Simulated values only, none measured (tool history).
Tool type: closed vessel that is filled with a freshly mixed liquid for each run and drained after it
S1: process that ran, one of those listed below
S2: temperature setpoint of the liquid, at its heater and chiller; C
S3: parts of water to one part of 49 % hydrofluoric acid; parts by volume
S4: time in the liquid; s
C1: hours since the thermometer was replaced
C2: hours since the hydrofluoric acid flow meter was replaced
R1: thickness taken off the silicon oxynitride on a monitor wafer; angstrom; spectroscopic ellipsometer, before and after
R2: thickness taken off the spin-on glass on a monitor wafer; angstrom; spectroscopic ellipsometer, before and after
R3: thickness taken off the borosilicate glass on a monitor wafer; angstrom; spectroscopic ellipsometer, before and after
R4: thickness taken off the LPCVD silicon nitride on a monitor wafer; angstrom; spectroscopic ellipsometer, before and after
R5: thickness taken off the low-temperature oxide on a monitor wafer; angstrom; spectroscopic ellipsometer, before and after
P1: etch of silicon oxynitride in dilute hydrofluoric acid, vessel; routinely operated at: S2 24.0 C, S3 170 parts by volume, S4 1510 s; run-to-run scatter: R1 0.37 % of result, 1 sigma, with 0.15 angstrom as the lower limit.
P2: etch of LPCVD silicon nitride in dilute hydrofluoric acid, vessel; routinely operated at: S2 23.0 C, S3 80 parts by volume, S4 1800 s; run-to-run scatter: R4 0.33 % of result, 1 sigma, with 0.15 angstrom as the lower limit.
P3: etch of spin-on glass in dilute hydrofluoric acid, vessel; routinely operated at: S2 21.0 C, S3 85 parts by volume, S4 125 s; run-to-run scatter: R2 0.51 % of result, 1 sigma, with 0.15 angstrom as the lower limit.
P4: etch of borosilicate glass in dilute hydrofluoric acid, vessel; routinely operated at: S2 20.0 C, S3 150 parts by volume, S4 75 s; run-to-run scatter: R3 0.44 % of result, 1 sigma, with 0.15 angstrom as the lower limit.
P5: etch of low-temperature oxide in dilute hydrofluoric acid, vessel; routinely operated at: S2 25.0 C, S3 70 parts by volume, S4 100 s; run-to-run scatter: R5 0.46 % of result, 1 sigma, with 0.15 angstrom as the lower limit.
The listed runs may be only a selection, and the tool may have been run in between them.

| run | hour | S1 | S2 | S3 | S4 | C1 | C2 | R1 | R2 | R3 | R4 | R5 |
|---|---|---|---|---|---|---|---|---|---|---|---|---|
| 1 | 3.6 | P1 | 24.0 | 170 | 1510 | 936.6 | 563.4 | 379.26 |  |  |  |  |
| 2 | 7.6 | P1 | 28.5 | 265 | 1510 | 940.6 | 567.4 | 274.27 |  |  |  |  |
| 3 | 12.1 | P3 | 21.0 | 85 | 125 | 945.1 | 571.9 |  | 449.46 |  |  |  |
| 4 | 16.7 | P1 | 24.0 | 75 | 1510 | 949.7 | 576.5 | 921.66 |  |  |  |  |
| 5 | 19.5 | P3 | 21.0 | 85 | 125 | 952.5 | 579.3 |  | 451.45 |  |  |  |
| 6 | 24.7 | P1 | 24.0 | 170 | 1510 | 957.7 | 584.5 | 380.91 |  |  |  |  |
| 7 | 29.2 | P4 | 20.0 | 150 | 30 | 962.2 | 589.0 |  |  | 44.738 |  |  |
|  | 30.9 | thermometer replaced |
| 8 | 34.1 | P3 | 21.0 | 115 | 125 | 3.2 | 593.9 |  | 322.65 |  |  |  |
| 9 | 37.1 | P4 | 20.0 | 150 | 75 | 6.2 | 596.9 |  |  | 112.560 |  |  |
| 10 | 41.2 | P1 | 24.0 | 170 | 2975 | 10.3 | 601.0 | 743.86 |  |  |  |  |
| 11 | 46.0 | P4 | 20.0 | 35 | 75 | 15.1 | 605.8 |  |  | 546.860 |  |  |
| 12 | 50.3 | P1 | 32.0 | 170 | 1510 | 19.4 | 610.1 | 533.50 |  |  |  |  |
| 13 | 53.7 | P3 | 21.0 | 85 | 230 | 22.8 | 613.5 |  | 833.30 |  |  |  |
| 14 | 57.7 | P1 | 24.0 | 170 | 1510 | 26.8 | 617.5 | 379.53 |  |  |  |  |
| 15 | 60.8 | P4 | 20.0 | 150 | 75 | 29.9 | 620.6 |  |  | 112.130 |  |  |
| 16 | 64.7 | P2 | 23.0 | 45 | 1800 | 33.8 | 624.5 |  |  |  | 178.62 |  |
| 17 | 67.8 | P1 | 24.0 | 170 | 1510 | 36.9 | 627.6 | 379.68 |  |  |  |  |
| 18 | 72.8 | P1 | 24.0 | 170 | 480 | 41.9 | 632.6 | 120.72 |  |  |  |  |
| 19 | 75.8 | P4 | 24.0 | 150 | 75 | 44.9 | 635.6 |  |  | 132.260 |  |  |
| 20 | 78.7 | P5 | 25.0 | 70 | 100 | 47.8 | 638.5 |  |  |  |  | 547.12 |
| 21 | 83.4 | P1 | 19.0 | 35 | 1510 | 52.5 | 643.2 | 1609.70 |  |  |  |  |
| 22 | 88.0 | P2 | 23.0 | 80 | 190 | 57.1 | 647.8 |  |  |  | 10.79 |  |
| 23 | 90.3 | P5 | 25.0 | 20 | 100 | 59.4 | 650.1 |  |  |  |  | 2047.60 |
| 24 | 93.7 | P5 | 18.0 | 70 | 100 | 62.8 | 653.5 |  |  |  |  | 406.18 |
| 25 | 96.5 | P5 | 25.0 | 70 | 100 | 65.6 | 656.3 |  |  |  |  | 541.74 |
| 26 | 99.2 | P5 | 25.0 | 70 | 160 | 68.3 | 659.0 |  |  |  |  | 866.99 |
| 27 | 102.1 | P1 | 24.0 | 260 | 1510 | 71.2 | 661.9 | 231.33 |  |  |  |  |
| 28 | 105.9 | P2 | 23.0 | 80 | 1800 | 75.0 | 665.7 |  |  |  | 102.42 |  |
| 29 | 108.8 | P1 | 17.0 | 170 | 1510 | 77.9 | 668.6 | 272.11 |  |  |  |  |
| 30 | 111.1 | P2 | 29.5 | 80 | 1800 | 80.2 | 670.9 |  |  |  | 155.36 |  |
| 31 | 114.9 | P1 | 24.0 | 170 | 1510 | 84.0 | 674.7 | 380.56 |  |  |  |  |
| 32 | 119.9 | P3 | 17.0 | 85 | 125 | 89.0 | 679.7 |  | 382.53 |  |  |  |
| 33 | 123.1 | P1 | 24.0 | 170 | 1510 | 92.2 | 682.9 | 380.30 |  |  |  |  |
| 34 | 126.9 | P1 | 24.0 | 170 | 1510 | 96.0 | 686.7 | 369.42 |  |  |  |  |
| 35 | 132.0 | P1 | 24.0 | 170 | 1510 | 101.1 | 691.8 | 361.18 |  |  |  |  |
| 36 | 135.0 | P1 | 24.0 | 170 | 1510 | 104.1 | 694.8 | 359.21 |  |  |  |  |
| 37 | 138.0 | P1 | 24.0 | 170 | 1510 | 107.1 | 697.8 | 356.08 |  |  |  |  |
| 38 | 141.1 | P1 | 24.0 | 170 | 1510 | 110.2 | 700.9 | 354.43 |  |  |  |  |
| 39 | 143.9 | P1 | 24.0 | 170 | 1510 | 113.0 | 703.7 | 356.22 |  |  |  |  |
| 40 | 149.2 | P1 | 24.0 | 170 | 1510 | 118.3 | 709.0 | 356.52 |  |  |  |  |
| 41 | 151.9 | P1 | 24.0 | 170 | 1510 | 121.0 | 711.7 | 354.08 |  |  |  |  |

What P1 gives has crept away from where it was. These 2 causes fit the log equally well, each at the size given:
A: hydrofluoric acid flow below the setpoint (%) = 5.65
B: liquid colder than its thermometer reads (K) = 1.45
The drift started at roughly hour 123.1.

The list below offers 4 check runs, each averaging the results of 5 wafers, and shows each result as a question mark. For which of them would the listed causes give clearly different results?
| check 1 | 154.6 | P5 | 18.5 | 70 | 100 |  |  |  |  |  |  | ? |
| check 2 | 154.6 | P4 | 20.0 | 85 | 30 |  |  |  |  | ? |  |  |
| check 3 | 154.6 | P3 | 17.0 | 110 | 125 |  |  |  | ? |  |  |  |
| check 4 | 154.6 | P2 | 23.0 | 80 | 230 |  |  |  |  |  | ? |  |

What every check run would give for each of its results, assuming each possible cause in turn:
| check | result | if A | if B |
|---|---|---|---|
| check 1 | R5 | 391.81 | 392.19 |
| check 2 | R3 | 79.916 | 80.190 |
| check 3 | R2 | 269.08 | 270.08 |
| check 4 | R4 | 12.308 | 11.819 |
How far apart the two closest causes lie, in the result that separates them most: check 1 0.1 %; check 2 0.34 %; check 3 0.37 %; check 4 4.06 %
Check 4 distinguishes between the causes, while the remaining checks would return nearly the same result for all of them.

With check 4 done, the readings were: R4 12.382 angstrom. Identify which of the listed causes applies.

The correct cause is A, namely: hydrofluoric acid flow below the setpoint (%).
